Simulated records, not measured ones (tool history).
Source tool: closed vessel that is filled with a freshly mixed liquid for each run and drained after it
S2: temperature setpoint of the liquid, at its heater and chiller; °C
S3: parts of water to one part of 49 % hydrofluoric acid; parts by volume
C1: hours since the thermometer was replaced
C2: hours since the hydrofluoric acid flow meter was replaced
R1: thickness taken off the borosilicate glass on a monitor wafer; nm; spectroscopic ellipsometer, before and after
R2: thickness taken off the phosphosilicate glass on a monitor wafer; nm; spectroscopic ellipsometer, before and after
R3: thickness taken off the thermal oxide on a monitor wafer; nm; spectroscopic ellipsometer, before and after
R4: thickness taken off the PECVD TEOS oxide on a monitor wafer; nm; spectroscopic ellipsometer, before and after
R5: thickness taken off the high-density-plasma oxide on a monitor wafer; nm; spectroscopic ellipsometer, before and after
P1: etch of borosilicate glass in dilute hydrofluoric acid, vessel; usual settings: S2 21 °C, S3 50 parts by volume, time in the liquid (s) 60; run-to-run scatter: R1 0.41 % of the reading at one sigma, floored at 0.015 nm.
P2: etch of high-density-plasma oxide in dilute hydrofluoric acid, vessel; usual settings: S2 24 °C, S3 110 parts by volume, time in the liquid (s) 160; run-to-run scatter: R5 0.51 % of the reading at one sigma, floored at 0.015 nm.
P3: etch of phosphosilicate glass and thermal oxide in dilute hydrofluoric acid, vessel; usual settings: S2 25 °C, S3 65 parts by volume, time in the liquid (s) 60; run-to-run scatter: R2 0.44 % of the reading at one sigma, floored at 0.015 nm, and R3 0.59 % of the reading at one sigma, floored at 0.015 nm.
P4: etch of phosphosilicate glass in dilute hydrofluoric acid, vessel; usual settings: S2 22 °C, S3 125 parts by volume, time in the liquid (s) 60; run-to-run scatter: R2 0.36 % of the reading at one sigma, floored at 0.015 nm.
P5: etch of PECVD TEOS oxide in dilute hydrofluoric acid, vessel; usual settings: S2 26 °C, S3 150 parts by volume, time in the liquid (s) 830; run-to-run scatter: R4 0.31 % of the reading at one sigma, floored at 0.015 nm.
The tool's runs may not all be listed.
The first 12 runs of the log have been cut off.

run 13 day=5.712 | process_that_ran=P1 S2=21 S3=50 time_in_the_liquid_(s)=60 | C1=427.1 C2=712.1 | R1=24.518
run 14 day=6.012 | process_that_ran=P5 S2=26 S3=210 time_in_the_liquid_(s)=830 | C1=434.3 C2=719.3 | R4=39.178
run 15 day=6.542 | process_that_ran=P2 S2=24 S3=110 time_in_the_liquid_(s)=160 | C1=447.0 C2=732.0 | R5=13.962
run 16 day=6.950 | process_that_ran=P2 S2=24 S3=40 time_in_the_liquid_(s)=160 | C1=456.8 C2=741.8 | R5=42.205
run 17 day=7.283 | process_that_ran=P1 S2=27 S3=25 time_in_the_liquid_(s)=60 | C1=464.8 C2=749.8 | R1=65.129
run 18 day=7.788 | process_that_ran=P1 S2=21 S3=50 time_in_the_liquid_(s)=30 | C1=476.9 C2=761.9 | R1=12.148
run 19 day=8.158 | process_that_ran=P4 S2=22 S3=125 time_in_the_liquid_(s)=60 | C1=485.8 C2=770.8 | R2=33.814
run 20 day=8.612 | process_that_ran=P3 S2=25 S3=20 time_in_the_liquid_(s)=60 | C1=496.7 C2=781.7 | R2=437.430 R3=16.7540
run 21 day=9.138 | process_that_ran=P1 S2=21 S3=50 time_in_the_liquid_(s)=110 | C1=509.3 C2=794.3 | R1=44.585
run 22 day=9.696 | process_that_ran=P1 S2=21 S3=50 time_in_the_liquid_(s)=60 | C1=522.7 C2=807.7 | R1=24.465
run 23 day=10.129 | process_that_ran=P3 S2=25 S3=65 time_in_the_liquid_(s)=60 | C1=533.1 C2=818.1 | R2=125.690 R3=4.8541
run 24 day=10.521 | process_that_ran=P4 S2=22 S3=25 time_in_the_liquid_(s)=60 | C1=542.5 C2=827.5 | R2=190.080
run 25 day=10.858 | process_that_ran=P2 S2=24 S3=110 time_in_the_liquid_(s)=160 | C1=550.6 C2=835.6 | R5=13.833
run 26 day=11.354 | process_that_ran=P1 S2=21 S3=50 time_in_the_liquid_(s)=60 | C1=562.5 C2=847.5 | R1=24.453
run 27 day=11.871 | process_that_ran=P1 S2=17 S3=90 time_in_the_liquid_(s)=60 | C1=574.9 C2=859.9 | R1=11.033
run 28 day=12.175 | process_that_ran=P1 S2=21 S3=80 time_in_the_liquid_(s)=60 | C1=582.2 C2=867.2 | R1=14.854
run 29 day=12.642 | process_that_ran=P2 S2=24 S3=110 time_in_the_liquid_(s)=310 | C1=593.4 C2=878.4 | R5=26.900
run 30 day=13.033 | process_that_ran=P1 S2=21 S3=50 time_in_the_liquid_(s)=60 | C1=602.8 C2=887.8 | R1=24.422
run 31 day=13.496 | process_that_ran=P1 S2=21 S3=50 time_in_the_liquid_(s)=60 | C1=613.9 C2=898.9 | R1=25.431
run 32 day=13.792 | process_that_ran=P1 S2=21 S3=50 time_in_the_liquid_(s)=60 | C1=621.0 C2=906.0 | R1=26.158
run 33 day=14.392 | process_that_ran=P1 S2=21 S3=50 time_in_the_liquid_(s)=60 | C1=635.4 C2=920.4 | R1=26.359
run 34 day=15.029 | process_that_ran=P1 S2=21 S3=50 time_in_the_liquid_(s)=60 | C1=650.7 C2=935.7 | R1=26.887
run 35 day=15.488 | process_that_ran=P1 S2=21 S3=50 time_in_the_liquid_(s)=60 | C1=661.7 C2=946.7 | R1=26.882

Expected results for the next run?
run 36 day=15.838 | process_that_ran=P1 S2=21 S3=50 time_in_the_liquid_(s)=60 | C1=670.1 C2=955.1 | R1=?

R1: 27.013 nm
